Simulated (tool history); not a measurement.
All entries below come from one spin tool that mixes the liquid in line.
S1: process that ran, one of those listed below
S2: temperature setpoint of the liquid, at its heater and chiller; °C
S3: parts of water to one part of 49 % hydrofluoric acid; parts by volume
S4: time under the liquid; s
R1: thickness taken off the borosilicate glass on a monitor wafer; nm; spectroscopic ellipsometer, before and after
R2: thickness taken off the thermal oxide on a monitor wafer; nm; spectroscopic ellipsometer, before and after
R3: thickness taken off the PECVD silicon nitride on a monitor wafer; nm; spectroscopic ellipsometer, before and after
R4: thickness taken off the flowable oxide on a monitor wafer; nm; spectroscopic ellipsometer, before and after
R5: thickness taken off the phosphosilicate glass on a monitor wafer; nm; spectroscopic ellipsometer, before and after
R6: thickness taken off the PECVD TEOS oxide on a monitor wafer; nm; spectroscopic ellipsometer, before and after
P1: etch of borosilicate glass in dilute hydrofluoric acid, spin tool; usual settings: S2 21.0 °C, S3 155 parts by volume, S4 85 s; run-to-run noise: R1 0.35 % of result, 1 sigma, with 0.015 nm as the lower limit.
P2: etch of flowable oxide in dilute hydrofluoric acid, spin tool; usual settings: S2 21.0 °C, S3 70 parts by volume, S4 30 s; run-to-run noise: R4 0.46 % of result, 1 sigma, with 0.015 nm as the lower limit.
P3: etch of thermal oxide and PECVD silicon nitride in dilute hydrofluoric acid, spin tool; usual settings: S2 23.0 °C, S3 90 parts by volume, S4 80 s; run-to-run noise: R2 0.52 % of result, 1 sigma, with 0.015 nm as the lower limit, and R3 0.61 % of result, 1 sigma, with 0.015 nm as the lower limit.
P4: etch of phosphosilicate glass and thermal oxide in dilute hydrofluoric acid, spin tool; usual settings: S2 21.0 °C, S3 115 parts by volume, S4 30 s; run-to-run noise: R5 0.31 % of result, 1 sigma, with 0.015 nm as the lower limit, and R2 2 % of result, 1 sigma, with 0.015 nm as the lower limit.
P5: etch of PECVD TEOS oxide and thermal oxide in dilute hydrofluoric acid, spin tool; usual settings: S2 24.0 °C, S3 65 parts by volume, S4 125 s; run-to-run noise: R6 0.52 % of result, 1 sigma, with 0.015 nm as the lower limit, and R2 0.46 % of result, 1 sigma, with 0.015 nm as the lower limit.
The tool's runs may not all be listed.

Run 1, hour 12.4: S1 P1, S2 21.0 °C, S3 155 parts by volume, S4 85 s. Result: R1 8.6720 nm.
Run 2, hour 26.7: S1 P1, S2 17.0 °C, S3 155 parts by volume, S4 140 s. Result: R1 12.2040 nm.
Run 3, hour 42.3: S1 P3, S2 23.0 °C, S3 45 parts by volume, S4 80 s. Result: R2 8.75740 nm, R3 9.15960 nm.
Run 4, hour 54.3: S1 P2, S2 21.0 °C, S3 70 parts by volume, S4 30 s. Result: R4 18.9510 nm.
Run 5, hour 72.4: S1 P4, S2 21.0 °C, S3 195 parts by volume, S4 30 s. Result: R2 0.56135 nm, R5 13.826 nm.
Run 6, hour 83.9: S1 P3, S2 23.0 °C, S3 90 parts by volume, S4 80 s. Result: R2 4.12210 nm, R3 4.64440 nm.
Run 7, hour 95.9: S1 P1, S2 21.0 °C, S3 155 parts by volume, S4 145 s. Result: R1 14.8920 nm.
Run 8, hour 107.0: S1 P5, S2 24.0 °C, S3 65 parts by volume, S4 125 s. Result: R2 9.75690 nm, R6 44.580 nm.
Run 9, hour 116.0: S1 P3, S2 27.5 °C, S3 90 parts by volume, S4 80 s. Result: R2 4.91570 nm, R3 6.33330 nm.
Run 10, hour 132.6: S1 P1, S2 17.0 °C, S3 155 parts by volume, S4 85 s. Result: R1 7.4426 nm.
Run 11, hour 146.4: S1 P4, S2 17.0 °C, S3 115 parts by volume, S4 30 s. Result: R2 0.90140 nm, R5 21.777 nm.
Run 12, hour 161.9: S1 P1, S2 21.0 °C, S3 155 parts by volume, S4 85 s. Result: R1 8.7046 nm.
Run 13, hour 177.3: S1 P1, S2 27.5 °C, S3 155 parts by volume, S4 85 s. Result: R1 11.0510 nm.
Run 14, hour 186.7: S1 P1, S2 21.0 °C, S3 285 parts by volume, S4 85 s. Result: R1 4.1324 nm.
Run 15, hour 197.2: S1 P4, S2 21.0 °C, S3 115 parts by volume, S4 55 s. Result: R2 1.83920 nm, R5 46.823 nm.
Run 16, hour 215.6: S1 P5, S2 24.0 °C, S3 105 parts by volume, S4 125 s. Result: R2 5.78320 nm, R6 25.998 nm.
Run 17, hour 226.5: S1 P5, S2 24.0 °C, S3 65 parts by volume, S4 125 s. Result: R2 9.90510 nm, R6 44.343 nm.
Run 18, hour 236.8: S1 P2, S2 21.0 °C, S3 40 parts by volume, S4 30 s. Result: R4 34.2950 nm.
Run 19, hour 249.3: S1 P1, S2 21.0 °C, S3 155 parts by volume, S4 85 s. Result: R1 8.6884 nm.
Run 20, hour 262.8: S1 P3, S2 23.0 °C, S3 90 parts by volume, S4 15 s. Result: R2 0.74965 nm, R3 0.84205 nm.
Run 21, hour 278.0: S1 P1, S2 21.0 °C, S3 40 parts by volume, S4 85 s. Result: R1 38.4200 nm.
Run 22, hour 295.5: S1 P2, S2 21.0 °C, S3 70 parts by volume, S4 15 s. Result: R4 9.4296 nm.
Run 23, hour 306.1: S1 P5, S2 28.5 °C, S3 65 parts by volume, S4 125 s. Result: R2 11.79900 nm, R6 52.881 nm.
Run 24, hour 324.3: S1 P1, S2 21.0 °C, S3 155 parts by volume, S4 85 s. Result: R1 8.7416 nm.
Run 25, hour 340.8: S1 P1, S2 21.0 °C, S3 155 parts by volume, S4 85 s. Result: R1 8.7266 nm.
Run 26, hour 358.5: S1 P2, S2 17.0 °C, S3 70 parts by volume, S4 30 s. Result: R4 15.8510 nm.
Run 27, hour 370.0: S1 P1, S2 21.0 °C, S3 155 parts by volume, S4 50 s. Result: R1 5.1166 nm.
Run 28, hour 384.3: S1 P4, S2 21.0 °C, S3 115 parts by volume, S4 30 s. Result: R2 0.98370 nm, R5 25.696 nm.
Run 29, hour 402.7: S1 P5, S2 24.0 °C, S3 65 parts by volume, S4 50 s. Result: R2 3.90840 nm, R6 17.964 nm.
Run 30, hour 421.2: S1 P1, S2 21.0 °C, S3 155 parts by volume, S4 85 s. Result: R1 8.6557 nm.
Run 31, hour 432.5: S1 P1, S2 21.0 °C, S3 155 parts by volume, S4 85 s. Result: R1 8.9370 nm.
Run 32, hour 445.6: S1 P1, S2 21.0 °C, S3 155 parts by volume, S4 85 s. Result: R1 9.0677 nm.
Run 33, hour 462.2: S1 P1, S2 21.0 °C, S3 155 parts by volume, S4 85 s. Result: R1 9.1858 nm.
Run 34, hour 472.0: S1 P1, S2 21.0 °C, S3 155 parts by volume, S4 85 s. Result: R1 9.2285 nm.
Run 35, hour 489.6: S1 P1, S2 21.0 °C, S3 155 parts by volume, S4 85 s. Result: R1 9.3731 nm.
Run 36, hour 499.1: S1 P1, S2 21.0 °C, S3 155 parts by volume, S4 85 s. Result: R1 9.2876 nm.
Run 37, hour 516.4: S1 P1, S2 21.0 °C, S3 155 parts by volume, S4 85 s. Result: R1 9.3606 nm.
Run 38, hour 530.3: S1 P1, S2 21.0 °C, S3 155 parts by volume, S4 85 s. Result: R1 9.3715 nm.
Run 39, hour 548.5: S1 P1, S2 21.0 °C, S3 155 parts by volume, S4 85 s. Result: R1 9.4225 nm.
Run 40, hour 561.7: S1 P1, S2 21.0 °C, S3 155 parts by volume, S4 85 s. Result: R1 9.4309 nm.
Run 41, hour 572.3: S1 P1, S2 21.0 °C, S3 155 parts by volume, S4 85 s. Result: R1 9.5198 nm.

Compared with where it was, what P1 gives has crept away. Each cause listed below fits the log as well as the rest, at the size given for it:
A: hydrofluoric acid flow above the setpoint (%) = 7.43
B: liquid hotter than its thermometer reads (K) = 2.14
The gradual shift began around hour 421.2.

Question marks stand in for the results of the 4 check runs listed below, each run on one wafer. Under which run would the listed causes show clearly different results?
Run check 1, hour 582.9: S1 P4, S2 21.0 °C, S3 115 parts by volume, S4 30 s. Result: R2 ?, R5 ?.
Run check 2, hour 582.9: S1 P2, S2 21.0 °C, S3 70 parts by volume, S4 30 s. Result: R4 ?.
Run check 3, hour 582.9: S1 P3, S2 23.0 °C, S3 90 parts by volume, S4 80 s. Result: R2 ?, R3 ?.
Run check 4, hour 582.9: S1 P5, S2 24.0 °C, S3 65 parts by volume, S4 125 s. Result: R2 ?, R6 ?.

Check results expected under each cause:
  check  result      if A      if B
check 1      R2   1.12230   1.12770
check 1      R5    27.754    27.888
check 2      R4   20.4270   20.6460
check 3      R2   4.48510   4.51260
check 3      R3   5.00370   5.37270
check 4      R2  10.65900  10.75200
check 4      R6    47.896    48.313
How far apart the two closest causes lie, in the result that separates them most: check 1 0.48 %; check 2 1.07 %; check 3 7.12 %; check 4 0.87 %
The other checks would show nearly matching results whichever cause is true, so check 3 is the only one that separates the causes.

After running check 3, the following was obtained: R2 4.54050 nm; R3 5.41580 nm. Which cause does this point to?

It is B: liquid hotter than its thermometer reads (K).
